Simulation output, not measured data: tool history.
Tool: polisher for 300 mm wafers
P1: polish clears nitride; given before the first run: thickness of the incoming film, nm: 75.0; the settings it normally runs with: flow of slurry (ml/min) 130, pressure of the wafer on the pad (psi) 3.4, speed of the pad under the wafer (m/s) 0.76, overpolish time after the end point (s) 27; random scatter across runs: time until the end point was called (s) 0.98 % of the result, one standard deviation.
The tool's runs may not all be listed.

| run | hour | flow of slurry (ml/min) | pressure of the wafer on the pad (psi) | speed of the pad under the wafer (m/s) | overpolish time after the end point (s) | time until the end point was called (s) |
|---|---|---|---|---|---|---|
| 1 | 4.7 | 130 | 3.4 | 0.76 | 27 | 88.582 |
| 2 | 8.8 | 130 | 3.4 | 0.34 | 27 | 194.230 |
| 3 | 14.8 | 130 | 5.0 | 0.76 | 27 | 59.567 |
| 4 | 21.5 | 130 | 3.4 | 1.10 | 27 | 61.135 |
| 5 | 27.6 | 160 | 3.4 | 1.14 | 27 | 56.960 |
| 6 | 32.5 | 80 | 3.4 | 0.76 | 27 | 101.530 |
|  | 39.4 | head pressure recalibrated |
| 7 | 39.7 | 130 | 3.4 | 0.76 | 8 | 88.314 |
| 8 | 47.1 | 200 | 3.4 | 0.76 | 27 | 82.348 |
| 9 | 52.0 | 130 | 1.6 | 0.76 | 27 | 190.240 |
|  | 52.3 | slurry nozzle cleaned |
| 10 | 57.4 | 130 | 3.4 | 0.76 | 27 | 88.129 |
| 11 | 63.4 | 130 | 3.4 | 0.76 | 27 | 87.054 |
| 12 | 69.0 | 130 | 3.4 | 0.58 | 12 | 116.830 |
| 13 | 74.1 | 130 | 3.4 | 0.76 | 53 | 88.914 |
| 14 | 81.8 | 100 | 3.4 | 0.76 | 15 | 91.552 |
| 15 | 89.0 | 130 | 3.4 | 0.76 | 27 | 87.589 |
| 16 | 96.2 | 130 | 3.4 | 0.76 | 27 | 87.238 |
| 17 | 101.1 | 130 | 3.4 | 0.76 | 27 | 93.257 |
| 18 | 107.7 | 130 | 3.4 | 0.76 | 27 | 97.015 |
| 19 | 111.8 | 130 | 3.4 | 0.76 | 27 | 97.703 |
|  | 115.3 | head pressure recalibrated |
| 20 | 118.9 | 130 | 3.4 | 0.76 | 27 | 100.190 |
| 21 | 122.7 | 130 | 3.4 | 0.76 | 27 | 99.500 |
| 22 | 127.1 | 130 | 3.4 | 0.76 | 27 | 100.380 |

What P1 gives has crept away from where it was. These 2 causes fit the log equally well, each at the size given:
A: removal rate lost through wear of the pad, % = 11
B: slurry flow missing at the pad, % = 38
At approximately hour 96.2, the process output began to creep.
All other causes, with the reason each is excluded:
head's pressure below its setpoint, %: its service at hour 115.3 followed the start of the drift and did not put the process back to its old value

The list below offers 4 check runs, each averaging the results of 5 wafers, and shows each result as a question mark. For which of them would the listed causes give clearly different results?
| check 1 | 131.5 | 185 | 3.4 | 1.06 | 27 | ? |
| check 2 | 131.5 | 130 | 4.6 | 0.40 | 27 | ? |
| check 3 | 131.5 | 130 | 3.4 | 0.76 | 8 | ? |
| check 4 | 131.5 | 130 | 4.7 | 0.76 | 53 | ? |

Check results expected under each cause:
| check | result | if A | if B |
|---|---|---|---|
| check 1 | time until the end point was called (s) | 66.807 | 64.717 |
| check 2 | time until the end point was called (s) | 138.790 | 138.780 |
| check 3 | time until the end point was called (s) | 98.826 | 98.823 |
| check 4 | time until the end point was called (s) | 71.491 | 71.489 |
Minimum pairwise separation of causes per check, each pair taken at its best-separating result: check 1 3.18 %; check 2 0 %; check 3 0 %; check 4 0 %
Check 1 tells the causes apart: in the others they would give nearly the same result.

Check 1 was then run and gave: time until the end point was called (s) 66.509. Which cause is it?

It was cause A: removal rate lost through wear of the pad, %.
